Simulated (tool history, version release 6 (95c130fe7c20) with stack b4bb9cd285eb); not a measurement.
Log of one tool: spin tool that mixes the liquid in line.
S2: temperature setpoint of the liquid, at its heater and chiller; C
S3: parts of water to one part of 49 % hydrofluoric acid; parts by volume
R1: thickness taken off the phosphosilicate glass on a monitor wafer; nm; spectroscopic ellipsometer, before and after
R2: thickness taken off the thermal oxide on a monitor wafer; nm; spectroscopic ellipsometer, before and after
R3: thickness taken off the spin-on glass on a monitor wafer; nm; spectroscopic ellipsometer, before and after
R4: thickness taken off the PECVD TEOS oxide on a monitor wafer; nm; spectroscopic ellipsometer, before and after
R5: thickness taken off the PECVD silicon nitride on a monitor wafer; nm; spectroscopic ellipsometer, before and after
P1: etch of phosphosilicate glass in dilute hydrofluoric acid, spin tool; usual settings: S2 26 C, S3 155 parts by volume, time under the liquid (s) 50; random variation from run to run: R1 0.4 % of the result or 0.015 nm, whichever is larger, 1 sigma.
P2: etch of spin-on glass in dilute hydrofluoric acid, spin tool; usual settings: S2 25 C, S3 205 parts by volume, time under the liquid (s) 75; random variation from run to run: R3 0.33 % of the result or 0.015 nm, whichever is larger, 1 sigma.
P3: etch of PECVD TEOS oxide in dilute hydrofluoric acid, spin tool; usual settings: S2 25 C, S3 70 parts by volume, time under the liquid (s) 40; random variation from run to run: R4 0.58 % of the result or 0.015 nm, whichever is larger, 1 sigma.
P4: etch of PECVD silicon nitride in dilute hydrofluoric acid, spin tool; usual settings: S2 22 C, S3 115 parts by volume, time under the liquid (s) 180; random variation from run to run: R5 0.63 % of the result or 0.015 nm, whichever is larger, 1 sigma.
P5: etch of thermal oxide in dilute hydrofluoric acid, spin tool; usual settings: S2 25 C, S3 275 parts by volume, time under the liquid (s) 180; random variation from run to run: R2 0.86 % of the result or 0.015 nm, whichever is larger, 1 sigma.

run 1 day=0.258 | process_that_ran=P1 S2=26 S3=155 time_under_the_liquid_(s)=50 | R1=55.977
run 2 day=0.471 | process_that_ran=P5 S2=25 S3=495 time_under_the_liquid_(s)=180 | R2=1.2653
run 3 day=0.683 | process_that_ran=P2 S2=19 S3=205 time_under_the_liquid_(s)=75 | R3=10.131
run 4 day=0.929 | process_that_ran=P3 S2=25 S3=70 time_under_the_liquid_(s)=15 | R4=3.315
run 5 day=1.096 | process_that_ran=P5 S2=25 S3=275 time_under_the_liquid_(s)=180 | R2=2.6837
run 6 day=1.25 | process_that_ran=P4 S2=30.5 S3=115 time_under_the_liquid_(s)=180 | R5=7.2662
run 7 day=1.396 | process_that_ran=P1 S2=26 S3=90 time_under_the_liquid_(s)=50 | R1=105.31
run 8 day=1.571 | process_that_ran=P1 S2=26 S3=55 time_under_the_liquid_(s)=15 | R1=54.098
run 9 day=1.854 | process_that_ran=P5 S2=25 S3=275 time_under_the_liquid_(s)=180 | R2=2.7378
run 10 day=2.117 | process_that_ran=P1 S2=32.5 S3=155 time_under_the_liquid_(s)=50 | R1=70.823
run 11 day=2.317 | process_that_ran=P3 S2=25 S3=110 time_under_the_liquid_(s)=40 | R4=5.2739
run 12 day=2.488 | process_that_ran=P1 S2=26 S3=155 time_under_the_liquid_(s)=50 | R1=56.236
run 13 day=2.725 | process_that_ran=P1 S2=26 S3=155 time_under_the_liquid_(s)=50 | R1=56.121
run 14 day=3.008 | process_that_ran=P1 S2=22 S3=155 time_under_the_liquid_(s)=50 | R1=47.956
run 15 day=3.25 | process_that_ran=P5 S2=17.5 S3=275 time_under_the_liquid_(s)=180 | R2=2.0954
run 16 day=3.408 | process_that_ran=P1 S2=19 S3=155 time_under_the_liquid_(s)=90 | R1=77.248
run 17 day=3.646 | process_that_ran=P4 S2=22 S3=115 time_under_the_liquid_(s)=15 | R5=0.34348
run 18 day=3.904 | process_that_ran=P4 S2=22 S3=60 time_under_the_liquid_(s)=180 | R5=7.9786
run 19 day=4.062 | process_that_ran=P5 S2=25 S3=275 time_under_the_liquid_(s)=80 | R2=1.1974
run 20 day=4.246 | process_that_ran=P4 S2=22 S3=115 time_under_the_liquid_(s)=180 | R5=4.1173
run 21 day=4.533 | process_that_ran=P2 S2=25 S3=360 time_under_the_liquid_(s)=75 | R3=6.2086
run 22 day=4.712 | process_that_ran=P1 S2=26 S3=155 time_under_the_liquid_(s)=90 | R1=101.06
run 23 day=4.9 | process_that_ran=P2 S2=25 S3=205 time_under_the_liquid_(s)=140 | R3=23.712
run 24 day=5.058 | process_that_ran=P3 S2=25 S3=70 time_under_the_liquid_(s)=40 | R4=8.7827
run 25 day=5.338 | process_that_ran=P1 S2=26 S3=155 time_under_the_liquid_(s)=20 | R1=22.43
run 26 day=5.529 | process_that_ran=P2 S2=25 S3=205 time_under_the_liquid_(s)=75 | R3=12.708
run 27 day=5.708 | process_that_ran=P1 S2=26 S3=255 time_under_the_liquid_(s)=50 | R1=30.549
run 28 day=5.925 | process_that_ran=P1 S2=20 S3=155 time_under_the_liquid_(s)=100 | R1=89.46
run 29 day=6.162 | process_that_ran=P4 S2=22 S3=115 time_under_the_liquid_(s)=180 | R5=4.1697
run 30 day=6.3 | process_that_ran=P1 S2=26 S3=155 time_under_the_liquid_(s)=50 | R1=56.281
run 31 day=6.558 | process_that_ran=P3 S2=30.5 S3=70 time_under_the_liquid_(s)=40 | R4=10.841
run 32 day=6.8 | process_that_ran=P1 S2=26 S3=155 time_under_the_liquid_(s)=50 | R1=56.106
run 33 day=6.962 | process_that_ran=P1 S2=26 S3=155 time_under_the_liquid_(s)=50 | R1=57.18
run 34 day=7.208 | process_that_ran=P1 S2=26 S3=155 time_under_the_liquid_(s)=50 | R1=57.893
run 35 day=7.467 | process_that_ran=P1 S2=26 S3=155 time_under_the_liquid_(s)=50 | R1=58.63
run 36 day=7.738 | process_that_ran=P1 S2=26 S3=155 time_under_the_liquid_(s)=50 | R1=59.164
run 37 day=7.946 | process_that_ran=P1 S2=26 S3=155 time_under_the_liquid_(s)=50 | R1=58.987
run 38 day=8.204 | process_that_ran=P1 S2=26 S3=155 time_under_the_liquid_(s)=50 | R1=58.968
run 39 day=8.338 | process_that_ran=P1 S2=26 S3=155 time_under_the_liquid_(s)=50 | R1=59.143
run 40 day=8.479 | process_that_ran=P1 S2=26 S3=155 time_under_the_liquid_(s)=50 | R1=59.027

What P1 gives has crept away from where it was. These 2 causes fit the log equally well, each at the size given:
A: liquid hotter than its thermometer reads (K) = 1.37
B: hydrofluoric acid flow above the setpoint (%) = 4.39
The creep began at about day 6.8.

4 check runs are offered, each on 2 wafers whose results are averaged, their results left as question marks. Which one tells the causes apart?
run check 1 day=8.621 | process_that_ran=P5 S2=20.5 S3=275 time_under_the_liquid_(s)=180 | R2=?
run check 2 day=8.621 | process_that_ran=P3 S2=29.5 S3=70 time_under_the_liquid_(s)=15 | R4=?
run check 3 day=8.621 | process_that_ran=P4 S2=28.5 S3=115 time_under_the_liquid_(s)=180 | R5=?
run check 4 day=8.621 | process_that_ran=P2 S2=25 S3=205 time_under_the_liquid_(s)=125 | R3=?

What each check would give under each cause:
check=check_1 result=R2 if_A=2.4178 if_B=2.4267
check=check_2 result=R4 if_A=4.0963 if_B=4.074
check=check_3 result=R5 if_A=6.9207 if_B=6.631
check=check_4 result=R3 if_A=22.174 if_B=22.239
How far apart the two closest causes lie, in the result that separates them most: check 1 0.37 %; check 2 0.54 %; check 3 4.28 %; check 4 0.29 %
Check 3 tells the causes apart: in the others they would give nearly the same result.

Then check 3 was run and gave: R5 6.8653 nm. Which cause is it?

It is A: liquid hotter than its thermometer reads (K).

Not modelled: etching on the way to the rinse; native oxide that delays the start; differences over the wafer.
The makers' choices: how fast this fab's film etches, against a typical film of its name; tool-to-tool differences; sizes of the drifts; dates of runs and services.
